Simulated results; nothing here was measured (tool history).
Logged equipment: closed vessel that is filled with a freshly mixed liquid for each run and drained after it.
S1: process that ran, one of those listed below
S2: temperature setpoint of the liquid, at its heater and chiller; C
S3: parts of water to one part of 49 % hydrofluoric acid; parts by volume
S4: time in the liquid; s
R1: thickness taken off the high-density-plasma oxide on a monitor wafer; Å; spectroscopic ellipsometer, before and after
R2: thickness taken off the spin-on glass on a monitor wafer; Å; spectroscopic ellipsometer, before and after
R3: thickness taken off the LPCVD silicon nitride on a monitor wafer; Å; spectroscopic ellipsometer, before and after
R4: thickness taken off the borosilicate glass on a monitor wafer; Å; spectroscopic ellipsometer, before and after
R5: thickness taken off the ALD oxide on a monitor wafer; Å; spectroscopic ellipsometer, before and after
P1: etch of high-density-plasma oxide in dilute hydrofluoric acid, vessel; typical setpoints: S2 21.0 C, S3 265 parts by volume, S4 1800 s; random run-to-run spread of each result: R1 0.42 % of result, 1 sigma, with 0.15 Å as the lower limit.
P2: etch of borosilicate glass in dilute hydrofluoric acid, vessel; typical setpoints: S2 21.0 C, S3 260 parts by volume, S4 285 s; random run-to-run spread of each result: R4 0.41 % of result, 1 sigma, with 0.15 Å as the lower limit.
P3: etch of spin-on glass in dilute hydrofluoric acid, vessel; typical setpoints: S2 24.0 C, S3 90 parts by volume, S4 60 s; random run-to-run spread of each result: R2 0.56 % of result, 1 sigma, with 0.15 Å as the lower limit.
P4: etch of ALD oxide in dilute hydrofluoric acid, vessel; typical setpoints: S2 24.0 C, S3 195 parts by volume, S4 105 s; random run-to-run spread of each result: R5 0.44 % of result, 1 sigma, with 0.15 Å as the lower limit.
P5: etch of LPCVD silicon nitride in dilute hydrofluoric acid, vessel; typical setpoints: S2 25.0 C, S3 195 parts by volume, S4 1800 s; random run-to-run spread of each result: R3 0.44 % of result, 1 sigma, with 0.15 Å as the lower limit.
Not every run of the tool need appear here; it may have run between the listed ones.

{"run": 1, "hour": 9.9, "S1": "P1", "S2": 21.0, "S3": 265, "S4": 1800, "R1": 251.99}
{"run": 2, "hour": 19.0, "S1": "P1", "S2": 17.0, "S3": 265, "S4": 1800, "R1": 218.07}
{"run": 3, "hour": 27.1, "S1": "P3", "S2": 24.0, "S3": 90, "S4": 60, "R2": 420.37}
{"run": 4, "hour": 40.3, "S1": "P1", "S2": 21.0, "S3": 265, "S4": 1800, "R1": 252.37}
{"run": 5, "hour": 54.0, "S1": "P3", "S2": 24.0, "S3": 90, "S4": 60, "R2": 417.47}
{"run": 6, "hour": 68.0, "S1": "P1", "S2": 21.0, "S3": 265, "S4": 1800, "R1": 252.48}
{"run": 7, "hour": 81.9, "S1": "P1", "S2": 21.0, "S3": 265, "S4": 170, "R1": 23.963}
{"run": 8, "hour": 90.8, "S1": "P3", "S2": 24.0, "S3": 90, "S4": 30, "R2": 210.71}
{"run": 9, "hour": 97.2, "S1": "P3", "S2": 24.0, "S3": 55, "S4": 60, "R2": 709.55}
{"run": 10, "hour": 106.2, "S1": "P1", "S2": 21.0, "S3": 265, "S4": 1800, "R1": 253.71}
{"run": 11, "hour": 113.4, "S1": "P1", "S2": 21.0, "S3": 150, "S4": 1800, "R1": 500.61}
{"run": 12, "hour": 127.1, "S1": "P5", "S2": 25.0, "S3": 195, "S4": 3455, "R3": 99.602}
{"run": 13, "hour": 139.6, "S1": "P5", "S2": 18.0, "S3": 195, "S4": 1800, "R3": 33.002}
{"run": 14, "hour": 148.4, "S1": "P5", "S2": 25.0, "S3": 195, "S4": 1800, "R3": 51.999}
{"run": 15, "hour": 159.8, "S1": "P3", "S2": 29.5, "S3": 90, "S4": 60, "R2": 515.26}
{"run": 16, "hour": 173.7, "S1": "P1", "S2": 26.0, "S3": 265, "S4": 105, "R1": 17.592}
{"run": 17, "hour": 186.9, "S1": "P2", "S2": 21.0, "S3": 260, "S4": 540, "R4": 664.88}
{"run": 18, "hour": 197.7, "S1": "P2", "S2": 17.0, "S3": 260, "S4": 285, "R4": 302.15}
{"run": 19, "hour": 210.2, "S1": "P2", "S2": 21.0, "S3": 360, "S4": 285, "R4": 231.9}
{"run": 20, "hour": 221.0, "S1": "P1", "S2": 21.0, "S3": 265, "S4": 3010, "R1": 424.13}
{"run": 21, "hour": 234.6, "S1": "P1", "S2": 26.5, "S3": 265, "S4": 1800, "R1": 306.02}
{"run": 22, "hour": 243.6, "S1": "P4", "S2": 18.0, "S3": 195, "S4": 105, "R5": 62.274}
{"run": 23, "hour": 257.3, "S1": "P5", "S2": 25.0, "S3": 40, "S4": 1800, "R3": 250.01}
{"run": 24, "hour": 264.8, "S1": "P1", "S2": 21.0, "S3": 400, "S4": 1800, "R1": 148.27}

What will run 25 give?
{"run": 25, "hour": 272.4, "S1": "P2", "S2": 21.0, "S3": 260, "S4": 285, "R4": "?"}

{"run 25": {"R4": 351.02}}
